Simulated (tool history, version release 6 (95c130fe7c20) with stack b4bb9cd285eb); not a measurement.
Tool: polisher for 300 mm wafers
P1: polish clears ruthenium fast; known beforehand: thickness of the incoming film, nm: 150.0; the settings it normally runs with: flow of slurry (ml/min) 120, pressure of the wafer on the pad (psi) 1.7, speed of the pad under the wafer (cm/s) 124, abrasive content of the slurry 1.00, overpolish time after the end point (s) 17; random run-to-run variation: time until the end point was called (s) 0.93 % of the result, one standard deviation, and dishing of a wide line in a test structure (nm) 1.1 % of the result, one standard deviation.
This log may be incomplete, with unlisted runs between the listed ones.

run,day,flow of slurry (ml/min),pressure of the wafer on the pad (psi),speed of the pad under the wafer (cm/s),abrasive content of the slurry,overpolish time after the end point (s),wafers polished on this pad,hours since the slurry nozzle was cleaned,hours since the head pressure was calibrated,hours since the slurry blender was calibrated,time until the end point was called (s),dishing of a wide line in a test structure (nm)
1,0.500,120,1.7,124,1.00,17,669,426.1,72.9,193.4,49.102,42.299
2,0.975,120,1.7,124,1.00,26,762,437.5,84.3,204.8,49.860,59.733
3,1.525,120,1.7,124,1.00,17,869,450.7,97.5,218.0,49.600,41.955
4,1.967,120,1.7,80,1.00,17,955,461.3,108.1,228.6,77.118,28.039
5,2.233,70,1.7,124,1.00,17,1007,467.7,114.5,235.0,57.877,36.561
6,2.708,120,1.7,124,1.00,17,1100,479.1,125.9,246.4,50.172,41.396
7,3.146,120,1.0,124,1.00,17,1185,489.6,136.4,256.9,83.300,25.639
8,3.446,185,1.7,124,1.00,17,1243,496.8,143.6,264.1,46.118,43.840
9,4.042,120,2.6,124,1.00,17,1360,511.1,157.9,278.4,32.472,60.589
10,4.504,120,1.7,124,1.00,17,1450,522.2,169.0,289.5,49.738,42.225
11,5.042,120,0.8,124,1.00,27,1554,535.1,181.9,302.4,105.270,31.750
12,5.600,120,1.7,124,1.25,17,1663,548.5,195.3,315.8,44.770,45.463
# day 5.604: slurry nozzle cleaned
13,6.008,120,1.7,124,0.50,17,1743,9.8,205.1,325.6,72.376,29.833
14,6.600,120,1.7,124,1.00,5,1858,24.0,219.3,339.8,50.000,12.979
# day 6.692: worn pad replaced by a new one
15,7.167,120,1.7,188,1.00,17,93,37.6,232.9,353.4,32.550,59.806
16,7.758,120,1.7,124,1.00,17,208,51.8,247.1,367.6,50.112,41.463
17,8.350,120,1.7,124,1.00,17,323,66.0,261.3,381.8,50.845,41.200
18,8.625,120,1.7,124,1.00,17,377,72.6,267.9,388.4,51.345,41.001
19,8.938,120,1.7,124,1.00,17,438,80.1,275.4,395.9,52.560,39.536
20,9.304,120,1.7,124,1.00,17,509,88.9,284.2,404.7,53.588,39.188
# day 9.679: head pressure recalibrated
# day 9.829: worn pad replaced by a new one
21,9.842,120,1.7,124,1.00,17,3,101.8,3.9,417.6,53.816,38.111
22,10.408,120,1.7,124,1.00,17,113,115.4,17.5,431.2,53.603,38.164
23,10.704,120,1.7,124,1.00,17,171,122.5,24.6,438.3,53.563,38.190

Something has made what P1 gives creep away from where it was; the 2 causes below, each at its own stated size, fit the log equally well:
A: abrasive missing from the slurry, % = 17.4
B: slurry flow missing at the pad, % = 30.5
The onset of the drift is placed at about day 8.350.
Other possible causes, and why each is ruled out:
removal rate lost through wear of the pad, %: serviced after onset, at day 9.829, with no recovery of the prior output
head's pressure below its setpoint, %: serviced after onset, at day 9.679, with no recovery of the prior output

Below are 4 check runs, each averaged over 5 wafers, with their results shown as question marks. Which of them would give clearly different results depending on which cause is behind the drift?
check 1,11.000,120,1.7,124,1.00,7,,,,,?,?
check 2,11.000,120,1.7,162,1.00,17,,,,,?,?
check 3,11.000,120,1.1,124,1.00,17,,,,,?,?
check 4,11.000,145,1.7,124,0.65,17,,,,,?,?

Outcome of each check run for each possible cause:
check,result,if A,if B
check 1,time until the end point was called (s),54.363,54.366
check 1,dishing of a wide line in a test structure (nm),16.664,16.663
check 2,time until the end point was called (s),41.611,41.613
check 2,dishing of a wide line in a test structure (nm),48.692,48.690
check 3,time until the end point was called (s),84.015,84.020
check 3,dishing of a wide line in a test structure (nm),25.619,25.618
check 4,time until the end point was called (s),66.553,64.292
check 4,dishing of a wide line in a test structure (nm),31.838,32.870
Smallest distance between any two causes, each pair judged by its most separating result, in per cent: check 1 0.01 %; check 2 0.01 %; check 3 0.01 %; check 4 3.46 %
Only in check 4 would the causes give clearly different results; in the remaining checks their results would be nearly the same.

Check 4 has now been run. It gave: time until the end point was called (s) 66.489; dishing of a wide line in a test structure (nm) 31.774. Which of the candidate causes is it?

It is A: abrasive missing from the slurry, %.
